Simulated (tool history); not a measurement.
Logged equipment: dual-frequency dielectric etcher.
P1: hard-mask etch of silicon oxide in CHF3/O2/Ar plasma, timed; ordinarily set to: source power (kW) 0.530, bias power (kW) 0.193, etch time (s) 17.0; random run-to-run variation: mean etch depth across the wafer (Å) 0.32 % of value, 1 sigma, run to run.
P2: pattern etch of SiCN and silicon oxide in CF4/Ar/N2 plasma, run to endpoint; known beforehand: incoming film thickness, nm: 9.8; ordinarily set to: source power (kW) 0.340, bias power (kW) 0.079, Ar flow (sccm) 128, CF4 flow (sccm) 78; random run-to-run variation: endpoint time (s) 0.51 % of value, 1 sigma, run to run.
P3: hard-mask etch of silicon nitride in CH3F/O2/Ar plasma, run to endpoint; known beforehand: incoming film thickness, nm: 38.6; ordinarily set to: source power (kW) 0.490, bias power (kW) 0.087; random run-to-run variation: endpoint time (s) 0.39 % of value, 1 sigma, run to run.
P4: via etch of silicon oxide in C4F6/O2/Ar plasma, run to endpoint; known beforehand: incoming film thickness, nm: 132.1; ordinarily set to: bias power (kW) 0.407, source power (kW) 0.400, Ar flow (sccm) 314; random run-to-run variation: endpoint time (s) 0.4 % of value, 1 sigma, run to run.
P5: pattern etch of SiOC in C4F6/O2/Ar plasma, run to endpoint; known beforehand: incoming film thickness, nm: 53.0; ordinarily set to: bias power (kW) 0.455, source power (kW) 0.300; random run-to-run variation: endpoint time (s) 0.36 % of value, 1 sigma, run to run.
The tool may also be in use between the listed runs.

run   hour  process that ran  source power (kW)  bias power (kW)  etch time (s)  Ar flow (sccm)  CF4 flow (sccm)  mean etch depth across the wafer (Å)  endpoint time (s)
  1    7.0                P1              0.530            0.193           17.0                                                                 338.86
  2   17.9                P2              0.280            0.079                            128               78                                                   17.904
  3   25.7                P1              0.530            0.193           17.0                                                                 339.61
  4   34.2                P1              0.530            0.193           17.0                                                                 337.59
  5   40.0                P4              0.480            0.407                            314                                                                    28.672
  6   49.9                P4              0.400            0.407                            428                                                                    31.559
  7   61.6                P1              0.530            0.193           17.0                                                                 335.76
  8   69.7                P2              0.340            0.079                            178               78                                                   15.864
  9   76.9                P5              0.370            0.455                                                                                                   18.910
 10   85.0                P4              0.400            0.546                            314                                                                    27.285
 11   92.7                P1              0.400            0.193           17.0                                                                 304.04
 12  100.8                P1              0.530            0.121           17.0                                                                 289.55
 13  107.2                P1              0.530            0.270           17.0                                                                 379.75
 14  118.2                P2              0.340            0.079                            128              108                                                   14.369
 15  127.2                P2              0.340            0.079                            128               78                                                   15.026
 16  136.4                P3              0.490            0.070                                                                                                   52.419
 17  143.3                P1              0.680            0.193           17.0                                                                 369.89
 18  149.8                P1              0.530            0.193           17.0                                                                 340.14
 19  161.3                P1              0.720            0.151           17.0                                                                 349.22
 20  172.7                P3              0.490            0.087                                                                                                   48.617
 21  181.8                P5              0.300            0.608                                                                                                   18.506
 22  192.2                P2              0.340            0.057                            128               78                                                   17.091
 23  202.4                P5              0.300            0.455                                                                                                   20.407
 24  208.8                P3              0.590            0.087                                                                                                   45.891
 25  217.5                P1              0.530            0.193           17.0                                                                 337.40
 26  224.2                P4              0.400            0.407                            314                                                                    30.885
 27  231.3                P1              0.530            0.193            9.5                                                                 188.14
 28  243.0                P1              0.530            0.193           23.0                                                                 457.95
 29  255.1                P1              0.530            0.193           17.0                                                                 338.32
 30  262.2                P1              0.530            0.193           17.0                                                                 340.91
 31  273.5                P1              0.530            0.193           17.0                                                                 341.64
 32  285.0                P1              0.530            0.193           17.0                                                                 343.70
 33  293.5                P1              0.530            0.193           17.0                                                                 345.01
 34  304.0                P1              0.530            0.193           17.0                                                                 345.13
     308.8  -- wet clean of the chamber
 35  311.6                P1              0.530            0.193           17.0                                                                 343.83
 36  319.3                P1              0.530            0.193           17.0                                                                 343.83
 37  331.3                P1              0.530            0.193           17.0                                                                 342.36

Something has made what P1 gives creep away from where it was; the 2 causes below, each at its own stated size, fit the log equally well:
A: bias power that arrives over what is set, % = 4.73
B: source power that arrives over what is set, % = 4.29
The creep began at about hour 255.1.
Ruled out, with reasons:
chamber walls in a state that raises the etch rate, %: serviced after onset, at hour 308.8, with no recovery of the prior output

The 4 check runs listed below each average the results of 5 wafers, and their outcomes are marked with question marks. Under which run would the listed causes produce clearly different results?
check 1  343.3                P4              0.400            0.407                            314                                                                         ?
check 2  343.3                P3              0.490            0.087                                                                                                        ?
check 3  343.3                P5              0.300            0.455                                                                                                        ?
check 4  343.3                P2              0.340            0.079                            128               78                                                        ?

Expected result of each check under each candidate cause:
  check             result    if A    if B
check 1  endpoint time (s)  30.101  30.136
check 2  endpoint time (s)  47.928  47.952
check 3  endpoint time (s)  20.129  20.166
check 4  endpoint time (s)  14.799  14.503
Per-check spread between the two closest causes, in the result where they differ most: check 1 0.12 %; check 2 0.05 %; check 3 0.18 %; check 4 2.02 %
Of the check runs offered, only check 4 discriminates between the causes; the rest would read about the same regardless of which cause applies.

Here is what check 4 returned: endpoint time (s) 14.552. Which cause is it?

B is the cause: source power that arrives over what is set, %.

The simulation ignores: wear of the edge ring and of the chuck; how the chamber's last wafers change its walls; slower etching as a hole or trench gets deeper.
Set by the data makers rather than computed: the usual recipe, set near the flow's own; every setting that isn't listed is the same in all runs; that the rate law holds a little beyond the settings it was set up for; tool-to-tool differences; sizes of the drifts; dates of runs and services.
